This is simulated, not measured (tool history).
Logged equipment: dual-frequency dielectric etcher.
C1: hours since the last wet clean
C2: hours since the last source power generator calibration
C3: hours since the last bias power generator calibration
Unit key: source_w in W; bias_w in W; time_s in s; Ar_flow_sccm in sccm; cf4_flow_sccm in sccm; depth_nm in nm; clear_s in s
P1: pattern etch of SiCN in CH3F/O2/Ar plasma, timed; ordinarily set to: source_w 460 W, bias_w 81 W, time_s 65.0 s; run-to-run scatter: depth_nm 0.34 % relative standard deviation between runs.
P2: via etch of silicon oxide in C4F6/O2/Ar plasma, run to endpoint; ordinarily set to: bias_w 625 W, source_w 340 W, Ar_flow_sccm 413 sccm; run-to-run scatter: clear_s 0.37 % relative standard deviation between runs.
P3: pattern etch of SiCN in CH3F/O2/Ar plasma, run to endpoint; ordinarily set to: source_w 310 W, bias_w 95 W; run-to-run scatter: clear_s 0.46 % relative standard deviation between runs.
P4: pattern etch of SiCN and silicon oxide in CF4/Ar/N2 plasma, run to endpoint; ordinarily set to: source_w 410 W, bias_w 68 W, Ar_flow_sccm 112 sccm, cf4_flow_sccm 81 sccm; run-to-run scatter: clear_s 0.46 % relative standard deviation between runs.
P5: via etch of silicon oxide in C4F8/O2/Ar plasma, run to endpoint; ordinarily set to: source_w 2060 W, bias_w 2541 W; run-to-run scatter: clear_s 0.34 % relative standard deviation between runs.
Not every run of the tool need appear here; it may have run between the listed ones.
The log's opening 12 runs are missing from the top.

run 13 hour=142.2 | process=P1 source_w=460 bias_w=81 time_s=65.0 | C1=245.3 C2=101.7 C3=1421.9 | depth_nm=27.413
run 14 hour=152.4 | process=P1 source_w=340 bias_w=81 time_s=65.0 | C1=255.5 C2=111.9 C3=1432.1 | depth_nm=24.386
run 15 hour=165.1 | process=P5 source_w=2060 bias_w=2541 | C1=268.2 C2=124.6 C3=1444.8 | clear_s=381.290
run 16 hour=173.1 | process=P1 source_w=460 bias_w=81 time_s=65.0 | C1=276.2 C2=132.6 C3=1452.8 | depth_nm=27.237
run 17 hour=186.6 | process=P1 source_w=360 bias_w=53 time_s=65.0 | C1=289.7 C2=146.1 C3=1466.3 | depth_nm=21.495
run 18 hour=193.0 | process=P4 source_w=410 bias_w=42 Ar_flow_sccm=112 cf4_flow_sccm=81 | C1=296.1 C2=152.5 C3=1472.7 | clear_s=16.270
run 19 hour=199.1 | process=P3 source_w=230 bias_w=95 | C1=302.2 C2=158.6 C3=1478.8 | clear_s=19.577
run 20 hour=211.1 | process=P5 source_w=2060 bias_w=3356 | C1=314.2 C2=170.6 C3=1490.8 | clear_s=350.840
run 21 hour=219.1 | process=P4 source_w=330 bias_w=68 Ar_flow_sccm=112 cf4_flow_sccm=81 | C1=322.2 C2=178.6 C3=1498.8 | clear_s=16.940
run 22 hour=225.5 | process=P4 source_w=410 bias_w=68 Ar_flow_sccm=146 cf4_flow_sccm=81 | C1=328.6 C2=185.0 C3=1505.2 | clear_s=14.714
run 23 hour=236.7 | process=P2 source_w=340 bias_w=397 Ar_flow_sccm=413 | C1=339.8 C2=196.2 C3=1516.4 | clear_s=33.895
run 24 hour=250.1 | process=P3 source_w=310 bias_w=95 | C1=353.2 C2=209.6 C3=1529.8 | clear_s=17.558
run 25 hour=259.1 | process=P1 source_w=460 bias_w=81 time_s=65.0 | C1=362.2 C2=218.6 C3=1538.8 | depth_nm=27.446
run 26 hour=270.4 | process=P1 source_w=460 bias_w=112 time_s=65.0 | C1=373.5 C2=229.9 C3=1550.1 | depth_nm=30.667
run 27 hour=278.0 | process=P5 source_w=2740 bias_w=2541 | C1=381.1 C2=237.5 C3=1557.7 | clear_s=340.820
run 28 hour=285.0 | process=P1 source_w=460 bias_w=67 time_s=47.0 | C1=388.1 C2=244.5 C3=1564.7 | depth_nm=18.600

Run 29 comes next. What will it give?
run 29 hour=297.9 | process=P3 source_w=310 bias_w=123 | C1=401.0 C2=257.4 C3=1577.6 | clear_s=?

Run 29 yielded clear_s 16.039 s.

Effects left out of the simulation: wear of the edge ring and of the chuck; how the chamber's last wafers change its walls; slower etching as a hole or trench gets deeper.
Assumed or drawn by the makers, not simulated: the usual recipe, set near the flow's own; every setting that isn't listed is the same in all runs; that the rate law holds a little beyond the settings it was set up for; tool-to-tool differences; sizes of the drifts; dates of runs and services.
